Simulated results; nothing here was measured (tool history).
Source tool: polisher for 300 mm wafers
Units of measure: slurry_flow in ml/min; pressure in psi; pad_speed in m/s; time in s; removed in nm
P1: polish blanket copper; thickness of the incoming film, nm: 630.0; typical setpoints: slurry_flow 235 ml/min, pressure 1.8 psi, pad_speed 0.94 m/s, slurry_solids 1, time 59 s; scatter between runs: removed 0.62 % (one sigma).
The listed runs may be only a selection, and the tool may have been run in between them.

run   hour  slurry_flow  pressure  pad_speed  slurry_solids  time  wafers polished on this pad  hours since the slurry nozzle was cleaned  hours since the head pressure was calibrated  hours since the slurry blender was calibrated  removed
  1      7          235       1.8       0.94              1    59                          288                                      370.4                                         536.7                                           55.5   101.56
  2   17.2          290       1.8       0.94              1    40                          377                                      380.6                                         546.9                                           65.7   70.675
  3     30          235       0.9       0.94              1    59                          488                                      393.4                                         559.7                                           78.5   51.385
  4   39.1          235       1.8       0.94              1    59                          568                                      402.5                                         568.8                                           87.6   100.61
  5   47.4          235       1.8       0.94           0.65    59                          640                                      410.8                                         577.1                                           95.9   92.207
  6   55.1          235       1.8       0.48              1    59                          707                                      418.5                                         584.8                                          103.6   52.296
  7   66.1          235       1.8       0.94              1    90                          803                                      429.5                                         595.8                                          114.6   156.88
  8   79.3          235       1.8       0.94              1    59                          919                                      442.7                                           609                                          127.8   102.34
  9   92.2          140       1.8       0.94              1    59                         1031                                      455.6                                         621.9                                          140.7   94.206
 10  103.7          235       1.8       0.94              1    27                         1131                                      467.1                                         633.4                                          152.2   46.275
 11  116.2          300       1.8       0.94              1    59                         1241                                      479.6                                         645.9                                          164.7    104.9
 12  129.2          235       1.8       0.94           1.45    59                         1354                                      492.6                                         658.9                                          177.7   110.91
 13  141.1          145       1.8       0.94           0.75    59                         1458                                      504.5                                         670.8                                          189.6   89.361
     153.2  -- head pressure recalibrated
 14  154.6          235       1.8       0.94              1    59                         1576                                        518                                           1.5                                          203.1   101.61
 15    166          235       2.8       0.94              1    59                         1675                                      529.4                                          12.9                                          214.5    157.8
 16  176.1          235       1.8       1.46              1    59                         1763                                      539.5                                            23                                          224.6   157.69
 17  186.2          235       1.8       0.94              1    59                         1851                                      549.6                                          33.1                                          234.7   101.46
 18  198.9          235       1.8       0.94              1    59                         1962                                      562.3                                          45.8                                          247.4   101.73
 19  210.1          235       1.8       0.94              1    59                         2060                                      573.5                                            57                                          258.6   99.397
 20  222.4          235       1.8       0.94              1    59                         2167                                      585.8                                          69.3                                          270.9   98.717
 21  236.7          235       1.8       0.94              1    59                         2292                                      600.1                                          83.6                                          285.2   97.275
 22  250.1          235       1.8       0.94              1    59                         2409                                      613.5                                            97                                          298.6   95.888
     254.9  -- head pressure recalibrated
 23  260.3          235       1.8       0.94              1    59                         2498                                      623.7                                           5.5                                          308.8   96.522
 24  268.4          235       1.8       0.94              1    59                         2569                                      631.8                                          13.6                                          316.9   95.446
     273.4  -- slurry blender recalibrated
 25    281          235       1.8       0.94              1    59                         2679                                      644.4                                          26.2                                            7.6   95.414
 26    293          235       1.8       0.94              1    59                         2783                                      656.4                                          38.2                                           19.6   94.648
 27  299.4          235       1.8       0.94              1    59                         2839                                      662.8                                          44.6                                             26   96.338

The log shows P1 creeping away from where it was. Any of the 2 causes listed here, at the size stated for it, fits the log just as well as the others:
A: removal rate lost through wear of the pad, % = 6.5
B: slurry flow missing at the pad, % = 37.7
The creep began at about hour 198.9.
Why every other cause is out:
head's pressure below its setpoint, %: serviced after onset, at hour 254.9, with no recovery of the prior output
abrasive missing from the slurry, %: serviced after onset, at hour 273.4, with no recovery of the prior output

Below are 4 check runs, each averaged over 3 wafers, with their results shown as question marks. Which of them would give clearly different results depending on which cause is behind the drift?
check 1  305.8          160       2.7       0.94              1    59                                                                                                                                                                             ?
check 2  305.8          235       1.8        1.4              1    30                                                                                                                                                                             ?
check 3  305.8          235         1       1.34              1    59                                                                                                                                                                             ?
check 4  305.8          235       1.8       0.56              1    87                                                                                                                                                                             ?

If the cause were each of the candidates in turn, the checks would give the following:
  check   result    if A    if B
check 1  removed  135.69  131.85
check 2  removed  72.183  72.176
check 3  removed  75.486  75.479
check 4  removed  83.732  83.724
Minimum pairwise separation of causes per check, each pair taken at its best-separating result: check 1 2.87 %; check 2 0.01 %; check 3 0.01 %; check 4 0.01 %
Check 1 is the one run that separates the causes; every other check would come out nearly the same whichever cause is at work.

Check 1 was carried out, with these results: removed 132.02 nm. Which of the listed causes is responsible?

B is the cause: slurry flow missing at the pad, %.

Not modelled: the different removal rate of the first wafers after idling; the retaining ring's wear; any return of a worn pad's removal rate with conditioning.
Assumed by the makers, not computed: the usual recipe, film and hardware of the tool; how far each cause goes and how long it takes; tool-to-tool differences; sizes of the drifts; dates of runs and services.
